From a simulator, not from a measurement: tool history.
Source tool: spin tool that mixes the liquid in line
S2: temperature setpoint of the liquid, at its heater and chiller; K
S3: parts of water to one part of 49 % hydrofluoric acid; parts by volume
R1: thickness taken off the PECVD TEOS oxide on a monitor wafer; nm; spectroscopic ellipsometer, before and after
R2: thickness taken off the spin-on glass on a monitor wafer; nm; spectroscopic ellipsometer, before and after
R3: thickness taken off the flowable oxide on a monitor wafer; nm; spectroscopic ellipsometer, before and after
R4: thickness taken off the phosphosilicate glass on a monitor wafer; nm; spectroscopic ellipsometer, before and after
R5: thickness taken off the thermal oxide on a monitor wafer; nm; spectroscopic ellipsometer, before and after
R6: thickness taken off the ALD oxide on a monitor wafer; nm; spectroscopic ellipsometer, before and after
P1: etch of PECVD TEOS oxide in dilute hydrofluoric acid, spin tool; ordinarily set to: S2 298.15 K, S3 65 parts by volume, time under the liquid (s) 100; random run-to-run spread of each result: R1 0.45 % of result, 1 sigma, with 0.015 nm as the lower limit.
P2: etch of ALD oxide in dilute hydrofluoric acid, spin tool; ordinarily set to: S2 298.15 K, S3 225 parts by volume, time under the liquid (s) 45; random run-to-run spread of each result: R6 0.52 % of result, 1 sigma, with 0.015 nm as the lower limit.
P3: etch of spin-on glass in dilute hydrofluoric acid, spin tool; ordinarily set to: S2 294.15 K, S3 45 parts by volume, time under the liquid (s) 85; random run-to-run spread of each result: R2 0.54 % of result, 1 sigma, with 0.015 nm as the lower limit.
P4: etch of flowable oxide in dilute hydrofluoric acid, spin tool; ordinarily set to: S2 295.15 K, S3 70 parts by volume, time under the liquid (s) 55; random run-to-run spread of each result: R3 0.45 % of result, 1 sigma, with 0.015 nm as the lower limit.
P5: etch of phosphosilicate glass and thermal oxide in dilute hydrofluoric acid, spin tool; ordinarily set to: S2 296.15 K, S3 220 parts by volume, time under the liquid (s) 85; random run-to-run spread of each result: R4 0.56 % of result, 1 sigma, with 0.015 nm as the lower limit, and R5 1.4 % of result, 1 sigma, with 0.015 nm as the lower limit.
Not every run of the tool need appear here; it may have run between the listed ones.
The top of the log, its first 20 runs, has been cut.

Run 21, day 6.262: process that ran P1, S2 298.15 K, S3 65 parts by volume, time under the liquid (s) 100. Result: R1 46.755 nm.
Run 22, day 6.525: process that ran P5, S2 296.15 K, S3 220 parts by volume, time under the liquid (s) 85. Result: R4 49.827 nm, R5 1.6270 nm.
Run 23, day 6.917: process that ran P4, S2 295.15 K, S3 70 parts by volume, time under the liquid (s) 55. Result: R3 39.647 nm.
Run 24, day 7.325: process that ran P2, S2 298.15 K, S3 225 parts by volume, time under the liquid (s) 45. Result: R6 4.2781 nm.
Run 25, day 7.679: process that ran P1, S2 292.65 K, S3 65 parts by volume, time under the liquid (s) 160. Result: R1 59.352 nm.
Run 26, day 7.950: process that ran P4, S2 295.15 K, S3 125 parts by volume, time under the liquid (s) 55. Result: R3 20.831 nm.
Run 27, day 8.242: process that ran P5, S2 296.15 K, S3 50 parts by volume, time under the liquid (s) 85. Result: R4 268.100 nm, R5 8.4967 nm.
Run 28, day 8.567: process that ran P3, S2 301.65 K, S3 45 parts by volume, time under the liquid (s) 85. Result: R2 78.712 nm.
Run 29, day 8.754: process that ran P1, S2 298.15 K, S3 65 parts by volume, time under the liquid (s) 100. Result: R1 47.164 nm.
Run 30, day 9.162: process that ran P4, S2 295.15 K, S3 70 parts by volume, time under the liquid (s) 85. Result: R3 60.869 nm.
Run 31, day 9.533: process that ran P3, S2 294.15 K, S3 45 parts by volume, time under the liquid (s) 140. Result: R2 95.822 nm.
Run 32, day 9.746: process that ran P1, S2 298.15 K, S3 65 parts by volume, time under the liquid (s) 175. Result: R1 82.116 nm.
Run 33, day 10.142: process that ran P1, S2 298.15 K, S3 65 parts by volume, time under the liquid (s) 100. Result: R1 46.353 nm.
Run 34, day 10.483: process that ran P1, S2 298.15 K, S3 65 parts by volume, time under the liquid (s) 100. Result: R1 46.606 nm.
Run 35, day 10.733: process that ran P1, S2 298.15 K, S3 65 parts by volume, time under the liquid (s) 100. Result: R1 45.476 nm.
Run 36, day 10.925: process that ran P1, S2 298.15 K, S3 65 parts by volume, time under the liquid (s) 100. Result: R1 45.210 nm.

What does the tool deliver on the next run?
Run 37, day 11.308: process that ran P1, S2 298.15 K, S3 65 parts by volume, time under the liquid (s) 100. Result: R1 ?.

R1: 44.168 nm
